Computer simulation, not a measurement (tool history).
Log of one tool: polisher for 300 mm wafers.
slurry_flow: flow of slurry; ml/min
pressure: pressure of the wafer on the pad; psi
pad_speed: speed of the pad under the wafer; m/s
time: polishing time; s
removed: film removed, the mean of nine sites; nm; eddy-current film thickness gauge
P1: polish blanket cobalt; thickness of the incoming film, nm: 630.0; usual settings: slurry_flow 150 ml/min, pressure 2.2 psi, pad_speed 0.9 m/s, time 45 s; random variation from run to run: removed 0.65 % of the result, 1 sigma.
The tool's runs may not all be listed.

run,hour,slurry_flow,pressure,pad_speed,time,wafers polished on this pad,hours since the slurry nozzle was cleaned,hours since the head pressure was calibrated,removed
1,11.2,150,2.2,0.9,45,419,170,861.5,268.29
2,24.3,105,2.2,0.9,55,561,183.1,874.6,307.57
3,35.3,150,2.2,1.3,45,681,194.1,885.6,391.5
4,45.5,230,2.2,0.9,45,791,204.3,895.8,291.15
5,57,150,3.1,1.28,45,916,215.8,907.3,537.58
6,64,150,3.5,0.9,45,992,222.8,914.3,431.58
7,72.8,150,2.2,0.9,45,1087,231.6,923.1,267.97
8,83.7,150,2.2,0.9,45,1205,242.5,934,268.62
9,95.3,150,2.2,0.9,45,1331,254.1,945.6,268.8
10,107,150,2.2,0.9,45,1458,265.8,957.3,268.13
11,115.1,90,2.2,1.14,45,1545,273.9,965.4,305.22
12,122.9,150,2.2,0.9,25,1630,281.7,973.2,149.9
13,129.3,150,2.2,0.9,62,1699,288.1,979.6,370.98
14,140.6,90,2.2,0.9,45,1822,299.4,990.9,239.81
15,151,150,2.2,0.4,45,1934,309.8,1001.3,121.39
16,162.1,150,2.2,0.9,45,2055,320.9,1012.4,272.15

Run 17 comes next. What will it give?
17,171.4,150,1.5,0.9,45,2155,330.2,1021.7,?

Run 17 gave removed 183.75 nm.
